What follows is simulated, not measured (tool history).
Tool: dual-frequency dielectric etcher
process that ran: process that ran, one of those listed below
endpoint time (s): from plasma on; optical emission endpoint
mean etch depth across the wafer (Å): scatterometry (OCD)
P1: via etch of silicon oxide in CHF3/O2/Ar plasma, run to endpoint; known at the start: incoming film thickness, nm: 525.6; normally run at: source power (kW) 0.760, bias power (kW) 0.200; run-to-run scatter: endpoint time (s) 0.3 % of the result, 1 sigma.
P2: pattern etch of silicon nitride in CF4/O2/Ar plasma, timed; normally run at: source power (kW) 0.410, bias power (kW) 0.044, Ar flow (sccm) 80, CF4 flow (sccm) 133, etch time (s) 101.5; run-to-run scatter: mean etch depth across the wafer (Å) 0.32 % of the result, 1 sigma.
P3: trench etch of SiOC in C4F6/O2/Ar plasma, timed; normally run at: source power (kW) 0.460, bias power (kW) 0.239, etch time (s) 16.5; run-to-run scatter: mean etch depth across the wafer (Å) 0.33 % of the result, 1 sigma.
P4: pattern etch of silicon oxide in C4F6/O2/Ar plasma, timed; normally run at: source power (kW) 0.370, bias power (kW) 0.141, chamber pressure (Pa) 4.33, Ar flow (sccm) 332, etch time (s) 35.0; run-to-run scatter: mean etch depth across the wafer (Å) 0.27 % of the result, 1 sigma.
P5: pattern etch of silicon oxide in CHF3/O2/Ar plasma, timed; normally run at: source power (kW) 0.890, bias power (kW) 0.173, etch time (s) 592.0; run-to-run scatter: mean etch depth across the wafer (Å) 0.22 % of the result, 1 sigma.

run,day,process that ran,source power (kW),bias power (kW),etch time (s),chamber pressure (Pa),Ar flow (sccm),CF4 flow (sccm),endpoint time (s),mean etch depth across the wafer (Å)
1,0.329,P1,0.760,0.200,,,,,235.99,
2,0.708,P3,0.460,0.239,24.5,,,,,601.09
3,1.025,P4,0.370,0.141,25.5,4.33,332,,,694.53
4,1.312,P1,0.760,0.253,,,,,215.76,
5,1.742,P5,0.890,0.232,592.0,,,,,14731.00
6,2.117,P1,0.540,0.200,,,,,268.53,
7,2.325,P5,0.890,0.173,592.0,,,,,13297.00
8,2.604,P1,0.760,0.200,,,,,234.09,
9,3.021,P1,0.760,0.200,,,,,234.94,
10,3.425,P4,0.370,0.141,35.0,4.33,435,,,926.75
11,3.646,P2,0.410,0.044,101.5,,80,133,,1653.10
12,4.021,P2,0.410,0.044,56.0,,80,133,,915.51
13,4.325,P1,0.760,0.200,,,,,235.11,
14,4.775,P3,0.600,0.239,16.5,,,,,447.96
15,5.112,P1,0.910,0.167,,,,,233.62,
16,5.475,P2,0.560,0.044,101.5,,80,133,,2201.10
17,5.908,P4,0.370,0.141,35.0,4.33,332,,,951.50
18,6.212,P5,1.050,0.173,592.0,,,,,14212.00
19,6.625,P2,0.410,0.060,101.5,,80,133,,1865.40
20,7.062,P2,0.410,0.044,101.5,,80,133,,1674.60
21,7.417,P1,0.590,0.127,,,,,299.98,
22,7.829,P3,0.460,0.158,16.5,,,,,354.40
23,8.121,P3,0.460,0.239,16.5,,,,,403.56
24,8.388,P4,0.370,0.141,35.0,5.20,332,,,933.18
25,8.725,P2,0.410,0.044,101.5,,101,133,,1618.00
26,9.071,P4,0.250,0.141,35.0,4.33,332,,,814.23
27,9.417,P1,0.760,0.200,,,,,234.74,
28,9.788,P4,0.370,0.182,35.0,4.33,332,,,1033.50
29,10.104,P2,0.410,0.044,101.5,,80,89,,1595.90
30,10.562,P1,1.070,0.200,,,,,206.52,
31,10.775,P1,0.760,0.200,,,,,235.52,
32,11.058,P1,0.760,0.145,,,,,261.42,
33,11.412,P5,0.890,0.173,417.0,,,,,9396.60
34,11.812,P1,0.760,0.200,,,,,234.89,
35,12.233,P1,0.760,0.200,,,,,233.05,
36,12.433,P1,0.760,0.200,,,,,232.99,
37,12.767,P1,0.760,0.200,,,,,232.02,
38,13.208,P1,0.760,0.200,,,,,232.11,
39,13.646,P1,0.760,0.200,,,,,232.00,
40,13.862,P1,0.760,0.200,,,,,230.55,
# day 13.912: wet clean of the chamber
41,14.225,P1,0.760,0.200,,,,,231.54,
42,14.621,P1,0.760,0.200,,,,,231.31,

What P1 gives has crept away from where it was. These 2 causes fit the log equally well, each at the size given:
A: bias power that arrives over what is set, % = 4.83
B: source power that arrives over what is set, % = 4.28
The creep began at about day 11.812.
Why every other cause is out:
chamber walls in a state that raises the etch rate, %: serviced at day 13.912, which brought nothing back

4 check runs are offered, each on 2 wafers whose results are averaged, their results left as question marks. Which one tells the causes apart?
check 1,15.017,P2,0.410,0.044,101.5,,80,133,,?
check 2,15.017,P5,0.890,0.173,592.0,,,,,?
check 3,15.017,P4,0.370,0.141,35.0,4.33,332,,,?
check 4,15.017,P3,0.460,0.239,16.5,,,,,?

What each check would give under each cause:
check,result,if A,if B
check 1,mean etch depth across the wafer (Å),1691.60,1726.30
check 2,mean etch depth across the wafer (Å),13552.00,13564.00
check 3,mean etch depth across the wafer (Å),966.35,968.57
check 4,mean etch depth across the wafer (Å),409.38,409.53
How far apart the two closest causes lie, in the result that separates them most: check 1 2.03 %; check 2 0.09 %; check 3 0.23 %; check 4 0.04 %
Only check 1 tells the causes apart: in the others they would give nearly the same result.

Then check 1 was run and gave: mean etch depth across the wafer (Å) 1688.00. Which cause is it?

It is A: bias power that arrives over what is set, %.

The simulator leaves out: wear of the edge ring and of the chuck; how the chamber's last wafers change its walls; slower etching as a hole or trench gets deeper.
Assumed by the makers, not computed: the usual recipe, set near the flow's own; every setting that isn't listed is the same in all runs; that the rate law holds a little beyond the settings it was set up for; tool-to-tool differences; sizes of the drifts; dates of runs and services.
